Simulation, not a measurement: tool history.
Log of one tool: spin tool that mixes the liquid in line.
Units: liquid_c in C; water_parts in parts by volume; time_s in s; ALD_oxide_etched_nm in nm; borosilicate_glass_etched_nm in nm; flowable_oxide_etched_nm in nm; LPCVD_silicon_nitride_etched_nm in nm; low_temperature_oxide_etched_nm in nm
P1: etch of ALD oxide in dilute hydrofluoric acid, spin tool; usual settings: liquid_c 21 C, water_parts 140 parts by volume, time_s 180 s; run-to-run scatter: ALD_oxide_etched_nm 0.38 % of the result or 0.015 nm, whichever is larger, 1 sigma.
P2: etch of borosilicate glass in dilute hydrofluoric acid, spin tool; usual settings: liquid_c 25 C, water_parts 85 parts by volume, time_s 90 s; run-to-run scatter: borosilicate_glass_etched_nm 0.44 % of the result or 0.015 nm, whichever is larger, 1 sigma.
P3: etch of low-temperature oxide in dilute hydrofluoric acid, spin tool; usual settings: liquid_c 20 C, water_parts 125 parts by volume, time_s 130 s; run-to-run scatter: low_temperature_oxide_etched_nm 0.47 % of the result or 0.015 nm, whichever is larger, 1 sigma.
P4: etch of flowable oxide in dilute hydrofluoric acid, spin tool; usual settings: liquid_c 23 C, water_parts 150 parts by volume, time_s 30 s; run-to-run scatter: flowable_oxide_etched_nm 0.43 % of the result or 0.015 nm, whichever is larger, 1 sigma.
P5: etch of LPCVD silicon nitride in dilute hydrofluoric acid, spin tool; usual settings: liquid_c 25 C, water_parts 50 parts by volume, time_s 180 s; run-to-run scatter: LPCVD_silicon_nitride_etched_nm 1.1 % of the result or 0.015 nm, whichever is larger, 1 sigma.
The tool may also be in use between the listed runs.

run	day	process	liquid_c	water_parts	time_s	hours since the thermometer was replaced	hours since the hydrofluoric acid flow meter was replaced	ALD_oxide_etched_nm	borosilicate_glass_etched_nm	flowable_oxide_etched_nm	LPCVD_silicon_nitride_etched_nm	low_temperature_oxide_etched_nm
1	0.221	P1	21	140	180	367.2	485	19.433				
2	0.483	P1	28.5	140	180	373.5	491.3	26.098				
3	0.842	P1	21	245	20	382.1	499.9	1.104				
4	1.267	P2	25	85	90	392.3	510.1		24.515			
5	1.717	P4	30	150	30	403.1	520.9			9.114		
6	2.038	P1	17	65	180	410.8	528.6	38.674				
7	2.25	P5	25	50	180	415.9	533.7				1.8906	
8	2.633	P1	21	140	180	425.1	542.9	19.303				
9	2.942	P4	23	75	30	432.5	550.3			15.422		
10	3.333	P1	21	60	180	441.9	559.7	49.573				
11	3.546	P2	25	85	160	447	564.8		43.633			
12	3.858	P1	21	140	180	454.5	572.3	19.325				
13	4.092	P3	20	125	130	460.1	577.9					29.528
14	4.512	P1	17	140	180	470.2	588	16.497				
15	4.938	P2	25	150	90	480.4	598.2		12.733			
16	5.238	P2	32.5	85	90	487.6	605.4		32.641			
17	5.5	P3	20	125	130	493.9	611.7					29.648
18	5.888	P5	29	50	180	503.2	621				2.4164	
19	6.175	P3	20	210	130	510.1	627.9					16.133
20	6.562	P3	17	125	130	519.4	637.2					26.288
21	6.912	P4	23	150	30	527.8	645.6			7.0119		
22	7.204	P5	25	50	325	534.8	652.6				3.3265	
23	7.433	P1	21	140	90	540.3	658.1	9.7538				
24	7.854	P1	21	140	270	550.4	668.2	29.151				
25	8.2	P1	21	140	180	558.7	676.5	19.429				
26	8.562	P3	20	125	15	567.4	685.2					3.4335
27	8.979	P2	25	85	90	577.4	695.2		24.405			
28	9.229	P5	25	90	180	583.4	701.2				1.0549	
29	9.617	P1	21	215	180	592.7	710.5	11.719				
30	10.05	P1	21	140	180	603.1	720.9	19.513				
31	10.392	P4	23	150	15	611.3	729.1			3.5428		
32	10.621	P1	21	140	180	616.8	734.6	19.544				
33	10.892	P1	21	140	180	623.3	741.1	20.101				
34	11.221	P1	21	140	180	631.2	749	20.365				
35	11.575	P1	21	140	180	639.7	757.5	20.822				
36	11.904	P1	21	140	180	647.6	765.4	20.964				
37	12.188	P1	21	140	180	654.4	772.2	20.989				
38	12.425	P1	21	140	180	660.1	777.9	21.061				

Run 39 comes next. What will it give?
39	12.754	P1	21	140	180	668	785.8	?				

ALD_oxide_etched_nm: 21.084 nm
